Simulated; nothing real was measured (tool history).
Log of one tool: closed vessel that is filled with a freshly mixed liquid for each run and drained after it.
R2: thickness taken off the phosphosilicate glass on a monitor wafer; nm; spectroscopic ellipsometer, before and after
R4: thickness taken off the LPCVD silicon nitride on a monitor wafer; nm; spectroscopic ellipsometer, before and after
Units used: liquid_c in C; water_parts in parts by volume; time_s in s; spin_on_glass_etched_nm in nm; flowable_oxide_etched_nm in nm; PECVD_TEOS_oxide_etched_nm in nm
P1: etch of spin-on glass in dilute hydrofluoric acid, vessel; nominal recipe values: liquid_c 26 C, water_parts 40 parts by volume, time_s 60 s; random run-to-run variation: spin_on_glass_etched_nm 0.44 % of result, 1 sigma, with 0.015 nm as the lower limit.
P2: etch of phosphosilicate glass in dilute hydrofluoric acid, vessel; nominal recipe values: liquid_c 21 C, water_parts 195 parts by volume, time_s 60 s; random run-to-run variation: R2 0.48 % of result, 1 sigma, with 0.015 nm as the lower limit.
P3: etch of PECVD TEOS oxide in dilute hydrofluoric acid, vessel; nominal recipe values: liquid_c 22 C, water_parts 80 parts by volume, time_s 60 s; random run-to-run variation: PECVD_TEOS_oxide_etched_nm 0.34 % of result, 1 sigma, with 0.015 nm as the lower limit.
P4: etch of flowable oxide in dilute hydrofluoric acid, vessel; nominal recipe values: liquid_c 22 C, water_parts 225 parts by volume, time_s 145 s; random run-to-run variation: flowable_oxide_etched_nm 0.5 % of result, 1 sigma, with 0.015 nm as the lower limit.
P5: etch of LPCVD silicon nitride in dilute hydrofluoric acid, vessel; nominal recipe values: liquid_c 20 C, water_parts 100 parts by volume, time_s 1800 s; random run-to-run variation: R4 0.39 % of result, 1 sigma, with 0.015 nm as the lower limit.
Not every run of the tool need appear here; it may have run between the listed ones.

run 1 hour=3.7 | process=P1 liquid_c=26 water_parts=40 time_s=60 | spin_on_glass_etched_nm=62.445
run 2 hour=8.1 | process=P1 liquid_c=26 water_parts=40 time_s=60 | spin_on_glass_etched_nm=62.264
run 3 hour=12.4 | process=P1 liquid_c=31.5 water_parts=65 time_s=60 | spin_on_glass_etched_nm=45.703
run 4 hour=17.2 | process=P2 liquid_c=25.5 water_parts=195 time_s=60 | R2=58.918
run 5 hour=20.1 | process=P4 liquid_c=22 water_parts=225 time_s=40 | flowable_oxide_etched_nm=4.5243
run 6 hour=23.6 | process=P4 liquid_c=29.5 water_parts=225 time_s=145 | flowable_oxide_etched_nm=21.348
-- hour=25.5 hydrofluoric acid flow meter replaced
run 7 hour=28.1 | process=P5 liquid_c=20 water_parts=175 time_s=1800 | R4=3.9677
run 8 hour=34.4 | process=P1 liquid_c=26 water_parts=40 time_s=60 | spin_on_glass_etched_nm=62.052
run 9 hour=38 | process=P1 liquid_c=26 water_parts=40 time_s=60 | spin_on_glass_etched_nm=62.657
run 10 hour=44.5 | process=P2 liquid_c=21 water_parts=195 time_s=60 | R2=49.551
run 11 hour=48.7 | process=P3 liquid_c=22 water_parts=80 time_s=30 | PECVD_TEOS_oxide_etched_nm=6.3746
run 12 hour=54.6 | process=P2 liquid_c=21 water_parts=195 time_s=60 | R2=50.149
run 13 hour=57.7 | process=P2 liquid_c=21 water_parts=75 time_s=60 | R2=147.27
run 14 hour=64.1 | process=P3 liquid_c=28 water_parts=80 time_s=60 | PECVD_TEOS_oxide_etched_nm=16.311
run 15 hour=68.5 | process=P1 liquid_c=26 water_parts=40 time_s=110 | spin_on_glass_etched_nm=115.22
run 16 hour=73.8 | process=P1 liquid_c=26 water_parts=20 time_s=60 | spin_on_glass_etched_nm=127.68
run 17 hour=78.2 | process=P5 liquid_c=20 water_parts=100 time_s=3505 | R4=13.183
run 18 hour=83.7 | process=P3 liquid_c=22 water_parts=80 time_s=60 | PECVD_TEOS_oxide_etched_nm=12.841
run 19 hour=89.8 | process=P5 liquid_c=27 water_parts=100 time_s=1800 | R4=10.687
run 20 hour=94.6 | process=P1 liquid_c=26 water_parts=40 time_s=60 | spin_on_glass_etched_nm=62.316
run 21 hour=99.3 | process=P4 liquid_c=22 water_parts=45 time_s=145 | flowable_oxide_etched_nm=100.04
run 22 hour=103.3 | process=P5 liquid_c=20 water_parts=100 time_s=1800 | R4=6.8307
run 23 hour=107.4 | process=P1 liquid_c=32 water_parts=40 time_s=60 | spin_on_glass_etched_nm=78.59
run 24 hour=113.7 | process=P1 liquid_c=26 water_parts=40 time_s=60 | spin_on_glass_etched_nm=61.757
run 25 hour=117.9 | process=P1 liquid_c=20 water_parts=40 time_s=60 | spin_on_glass_etched_nm=48.748
run 26 hour=122.5 | process=P2 liquid_c=21 water_parts=195 time_s=30 | R2=24.783
run 27 hour=125.5 | process=P4 liquid_c=22 water_parts=225 time_s=145 | flowable_oxide_etched_nm=16.365
run 28 hour=130.2 | process=P5 liquid_c=20 water_parts=100 time_s=1800 | R4=6.7787
run 29 hour=136.5 | process=P1 liquid_c=26 water_parts=65 time_s=60 | spin_on_glass_etched_nm=37.069
run 30 hour=139.7 | process=P3 liquid_c=22 water_parts=20 time_s=60 | PECVD_TEOS_oxide_etched_nm=55.184
run 31 hour=146 | process=P1 liquid_c=26 water_parts=40 time_s=30 | spin_on_glass_etched_nm=31.18
run 32 hour=149.2 | process=P3 liquid_c=22 water_parts=80 time_s=60 | PECVD_TEOS_oxide_etched_nm=12.866
run 33 hour=152.9 | process=P1 liquid_c=26 water_parts=40 time_s=60 | spin_on_glass_etched_nm=62.487
run 34 hour=158.6 | process=P1 liquid_c=26 water_parts=40 time_s=60 | spin_on_glass_etched_nm=64.193
run 35 hour=163.5 | process=P1 liquid_c=26 water_parts=40 time_s=60 | spin_on_glass_etched_nm=64.512
run 36 hour=168.6 | process=P1 liquid_c=26 water_parts=40 time_s=60 | spin_on_glass_etched_nm=65.471
run 37 hour=173.9 | process=P1 liquid_c=26 water_parts=40 time_s=60 | spin_on_glass_etched_nm=65.572

Run 38 has not been measured yet. What should we expect?
run 38 hour=178.8 | process=P1 liquid_c=26 water_parts=40 time_s=60 | spin_on_glass_etched_nm=?

Run 38 came out at spin_on_glass_etched_nm 66.063 nm.
